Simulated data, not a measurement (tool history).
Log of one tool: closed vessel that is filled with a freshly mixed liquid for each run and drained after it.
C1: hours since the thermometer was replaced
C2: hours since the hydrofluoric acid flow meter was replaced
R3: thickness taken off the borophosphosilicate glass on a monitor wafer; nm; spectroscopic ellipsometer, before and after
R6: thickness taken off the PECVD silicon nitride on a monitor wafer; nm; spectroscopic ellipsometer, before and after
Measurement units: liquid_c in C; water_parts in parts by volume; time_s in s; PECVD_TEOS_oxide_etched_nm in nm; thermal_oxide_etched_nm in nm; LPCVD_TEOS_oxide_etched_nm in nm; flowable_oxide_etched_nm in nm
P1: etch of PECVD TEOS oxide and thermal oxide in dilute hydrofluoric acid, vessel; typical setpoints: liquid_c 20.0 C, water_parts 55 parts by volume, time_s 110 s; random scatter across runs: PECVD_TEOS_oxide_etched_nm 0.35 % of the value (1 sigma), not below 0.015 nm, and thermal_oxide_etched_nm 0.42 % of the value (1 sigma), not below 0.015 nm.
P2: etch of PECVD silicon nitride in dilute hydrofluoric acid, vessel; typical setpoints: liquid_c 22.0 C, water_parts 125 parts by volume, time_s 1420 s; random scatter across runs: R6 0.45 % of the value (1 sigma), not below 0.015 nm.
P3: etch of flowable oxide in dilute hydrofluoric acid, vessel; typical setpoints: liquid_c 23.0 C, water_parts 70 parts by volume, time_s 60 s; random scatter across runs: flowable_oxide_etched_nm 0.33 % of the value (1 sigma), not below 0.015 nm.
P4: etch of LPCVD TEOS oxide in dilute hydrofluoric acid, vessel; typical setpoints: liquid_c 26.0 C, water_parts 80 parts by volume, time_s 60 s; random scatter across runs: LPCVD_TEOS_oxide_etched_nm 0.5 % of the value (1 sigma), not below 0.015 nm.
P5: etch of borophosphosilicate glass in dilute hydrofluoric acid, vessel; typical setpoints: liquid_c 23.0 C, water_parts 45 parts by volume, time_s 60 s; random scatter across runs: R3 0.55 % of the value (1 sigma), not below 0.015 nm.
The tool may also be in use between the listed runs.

Run 1, hour 5.4: process P1, liquid_c 20.0 C, water_parts 55 parts by volume, time_s 110 s; C1 310.1; C2 193.4. Result: PECVD_TEOS_oxide_etched_nm 36.675 nm, thermal_oxide_etched_nm 7.9895 nm.
Run 2, hour 11.2: process P1, liquid_c 20.0 C, water_parts 55 parts by volume, time_s 185 s; C1 315.9; C2 199.2. Result: PECVD_TEOS_oxide_etched_nm 62.137 nm, thermal_oxide_etched_nm 13.4460 nm.
Run 3, hour 15.0: process P5, liquid_c 23.0 C, water_parts 45 parts by volume, time_s 60 s; C1 319.7; C2 203.0. Result: R3 67.725 nm.
Run 4, hour 21.9: process P4, liquid_c 26.0 C, water_parts 80 parts by volume, time_s 60 s; C1 326.6; C2 209.9. Result: LPCVD_TEOS_oxide_etched_nm 30.746 nm.
Run 5, hour 28.5: process P1, liquid_c 17.0 C, water_parts 55 parts by volume, time_s 110 s; C1 333.2; C2 216.5. Result: PECVD_TEOS_oxide_etched_nm 32.382 nm, thermal_oxide_etched_nm 7.0240 nm.
Run 6, hour 33.8: process P3, liquid_c 23.0 C, water_parts 70 parts by volume, time_s 60 s; C1 338.5; C2 221.8. Result: flowable_oxide_etched_nm 21.563 nm.
Run 7, hour 39.7: process P1, liquid_c 27.0 C, water_parts 55 parts by volume, time_s 110 s; C1 344.4; C2 227.7. Result: PECVD_TEOS_oxide_etched_nm 49.032 nm, thermal_oxide_etched_nm 10.7950 nm.
Run 8, hour 44.7: process P4, liquid_c 26.0 C, water_parts 80 parts by volume, time_s 60 s; C1 349.4; C2 232.7. Result: LPCVD_TEOS_oxide_etched_nm 30.563 nm.
Run 9, hour 51.0: process P1, liquid_c 20.0 C, water_parts 100 parts by volume, time_s 110 s; C1 355.7; C2 239.0. Result: PECVD_TEOS_oxide_etched_nm 19.222 nm, thermal_oxide_etched_nm 4.1771 nm.
Run 10, hour 56.0: process P3, liquid_c 23.0 C, water_parts 70 parts by volume, time_s 60 s; C1 360.7; C2 244.0. Result: flowable_oxide_etched_nm 21.638 nm.
Run 11, hour 62.9: process P1, liquid_c 20.0 C, water_parts 95 parts by volume, time_s 185 s; C1 367.6; C2 250.9. Result: PECVD_TEOS_oxide_etched_nm 34.050 nm, thermal_oxide_etched_nm 7.4746 nm.
Run 12, hour 69.7: process P1, liquid_c 20.0 C, water_parts 55 parts by volume, time_s 110 s; C1 374.4; C2 257.7. Result: PECVD_TEOS_oxide_etched_nm 36.683 nm, thermal_oxide_etched_nm 7.9723 nm.
Run 13, hour 75.5: process P5, liquid_c 23.0 C, water_parts 45 parts by volume, time_s 30 s; C1 380.2; C2 263.5. Result: R3 34.154 nm.
At hour 76.1: hydrofluoric acid flow meter replaced.
Run 14, hour 79.1: process P1, liquid_c 20.0 C, water_parts 55 parts by volume, time_s 110 s; C1 383.8; C2 3.0. Result: PECVD_TEOS_oxide_etched_nm 36.758 nm, thermal_oxide_etched_nm 7.9978 nm.
Run 15, hour 83.0: process P3, liquid_c 17.0 C, water_parts 70 parts by volume, time_s 60 s; C1 387.7; C2 6.9. Result: flowable_oxide_etched_nm 16.760 nm.
Run 16, hour 88.0: process P2, liquid_c 22.0 C, water_parts 65 parts by volume, time_s 1420 s; C1 392.7; C2 11.9. Result: R6 77.114 nm.
Run 17, hour 93.6: process P3, liquid_c 23.0 C, water_parts 70 parts by volume, time_s 30 s; C1 398.3; C2 17.5. Result: flowable_oxide_etched_nm 10.750 nm.
Run 18, hour 99.4: process P1, liquid_c 20.0 C, water_parts 25 parts by volume, time_s 30 s; C1 404.1; C2 23.3. Result: PECVD_TEOS_oxide_etched_nm 22.900 nm, thermal_oxide_etched_nm 4.9865 nm.
Run 19, hour 104.1: process P1, liquid_c 20.0 C, water_parts 55 parts by volume, time_s 110 s; C1 408.8; C2 28.0. Result: PECVD_TEOS_oxide_etched_nm 36.850 nm, thermal_oxide_etched_nm 8.0215 nm.
Run 20, hour 111.4: process P2, liquid_c 22.0 C, water_parts 125 parts by volume, time_s 1420 s; C1 416.1; C2 35.3. Result: R6 40.449 nm.
Run 21, hour 116.4: process P3, liquid_c 23.0 C, water_parts 115 parts by volume, time_s 60 s; C1 421.1; C2 40.3. Result: flowable_oxide_etched_nm 12.462 nm.
Run 22, hour 124.2: process P4, liquid_c 26.0 C, water_parts 80 parts by volume, time_s 90 s; C1 428.9; C2 48.1. Result: LPCVD_TEOS_oxide_etched_nm 45.835 nm.
Run 23, hour 128.8: process P2, liquid_c 22.0 C, water_parts 125 parts by volume, time_s 2825 s; C1 433.5; C2 52.7. Result: R6 80.666 nm.
Run 24, hour 133.8: process P1, liquid_c 20.0 C, water_parts 20 parts by volume, time_s 110 s; C1 438.5; C2 57.7. Result: PECVD_TEOS_oxide_etched_nm 106.060 nm, thermal_oxide_etched_nm 23.1170 nm.
Run 25, hour 141.3: process P1, liquid_c 20.0 C, water_parts 55 parts by volume, time_s 60 s; C1 446.0; C2 65.2. Result: PECVD_TEOS_oxide_etched_nm 20.154 nm, thermal_oxide_etched_nm 4.3540 nm.
Run 26, hour 145.6: process P5, liquid_c 23.0 C, water_parts 45 parts by volume, time_s 60 s; C1 450.3; C2 69.5. Result: R3 68.275 nm.
Run 27, hour 153.0: process P4, liquid_c 26.0 C, water_parts 35 parts by volume, time_s 60 s; C1 457.7; C2 76.9. Result: LPCVD_TEOS_oxide_etched_nm 73.999 nm.
Run 28, hour 160.1: process P5, liquid_c 17.0 C, water_parts 45 parts by volume, time_s 60 s; C1 464.8; C2 84.0. Result: R3 52.424 nm.
Run 29, hour 165.3: process P1, liquid_c 20.0 C, water_parts 55 parts by volume, time_s 110 s; C1 470.0; C2 89.2. Result: PECVD_TEOS_oxide_etched_nm 36.979 nm, thermal_oxide_etched_nm 7.9801 nm.
Run 30, hour 169.3: process P1, liquid_c 20.0 C, water_parts 20 parts by volume, time_s 190 s; C1 474.0; C2 93.2. Result: PECVD_TEOS_oxide_etched_nm 182.160 nm, thermal_oxide_etched_nm 39.7190 nm.
Run 31, hour 174.1: process P1, liquid_c 20.0 C, water_parts 55 parts by volume, time_s 110 s; C1 478.8; C2 98.0. Result: PECVD_TEOS_oxide_etched_nm 36.960 nm, thermal_oxide_etched_nm 7.9704 nm.
Run 32, hour 178.5: process P4, liquid_c 30.5 C, water_parts 80 parts by volume, time_s 60 s; C1 483.2; C2 102.4. Result: LPCVD_TEOS_oxide_etched_nm 36.234 nm.
Run 33, hour 185.8: process P1, liquid_c 20.0 C, water_parts 55 parts by volume, time_s 110 s; C1 490.5; C2 109.7. Result: PECVD_TEOS_oxide_etched_nm 36.793 nm, thermal_oxide_etched_nm 8.0205 nm.
Run 34, hour 193.3: process P5, liquid_c 23.0 C, water_parts 20 parts by volume, time_s 60 s; C1 498.0; C2 117.2. Result: R3 158.260 nm.
Run 35, hour 200.2: process P2, liquid_c 17.0 C, water_parts 125 parts by volume, time_s 1420 s; C1 504.9; C2 124.1. Result: R6 28.937 nm.
Run 36, hour 208.1: process P1, liquid_c 20.0 C, water_parts 55 parts by volume, time_s 110 s; C1 512.8; C2 132.0. Result: PECVD_TEOS_oxide_etched_nm 36.696 nm, thermal_oxide_etched_nm 8.0163 nm.
Run 37, hour 215.7: process P1, liquid_c 20.0 C, water_parts 55 parts by volume, time_s 110 s; C1 520.4; C2 139.6. Result: PECVD_TEOS_oxide_etched_nm 35.816 nm, thermal_oxide_etched_nm 7.7810 nm.
Run 38, hour 220.2: process P1, liquid_c 20.0 C, water_parts 55 parts by volume, time_s 110 s; C1 524.9; C2 144.1. Result: PECVD_TEOS_oxide_etched_nm 35.407 nm, thermal_oxide_etched_nm 7.6813 nm.
Run 39, hour 227.8: process P1, liquid_c 20.0 C, water_parts 55 parts by volume, time_s 110 s; C1 532.5; C2 151.7. Result: PECVD_TEOS_oxide_etched_nm 34.999 nm, thermal_oxide_etched_nm 7.6519 nm.
Run 40, hour 234.6: process P1, liquid_c 20.0 C, water_parts 55 parts by volume, time_s 110 s; C1 539.3; C2 158.5. Result: PECVD_TEOS_oxide_etched_nm 34.894 nm, thermal_oxide_etched_nm 7.5365 nm.
Run 41, hour 241.1: process P1, liquid_c 20.0 C, water_parts 55 parts by volume, time_s 110 s; C1 545.8; C2 165.0. Result: PECVD_TEOS_oxide_etched_nm 34.455 nm, thermal_oxide_etched_nm 7.5125 nm.

Expected results for the next run?
Run 42, hour 244.6: process P1, liquid_c 20.0 C, water_parts 55 parts by volume, time_s 110 s; C1 549.3; C2 168.5. Result: PECVD_TEOS_oxide_etched_nm ?, thermal_oxide_etched_nm ?.

PECVD_TEOS_oxide_etched_nm: 34.455 nm
thermal_oxide_etched_nm: 7.5117 nm

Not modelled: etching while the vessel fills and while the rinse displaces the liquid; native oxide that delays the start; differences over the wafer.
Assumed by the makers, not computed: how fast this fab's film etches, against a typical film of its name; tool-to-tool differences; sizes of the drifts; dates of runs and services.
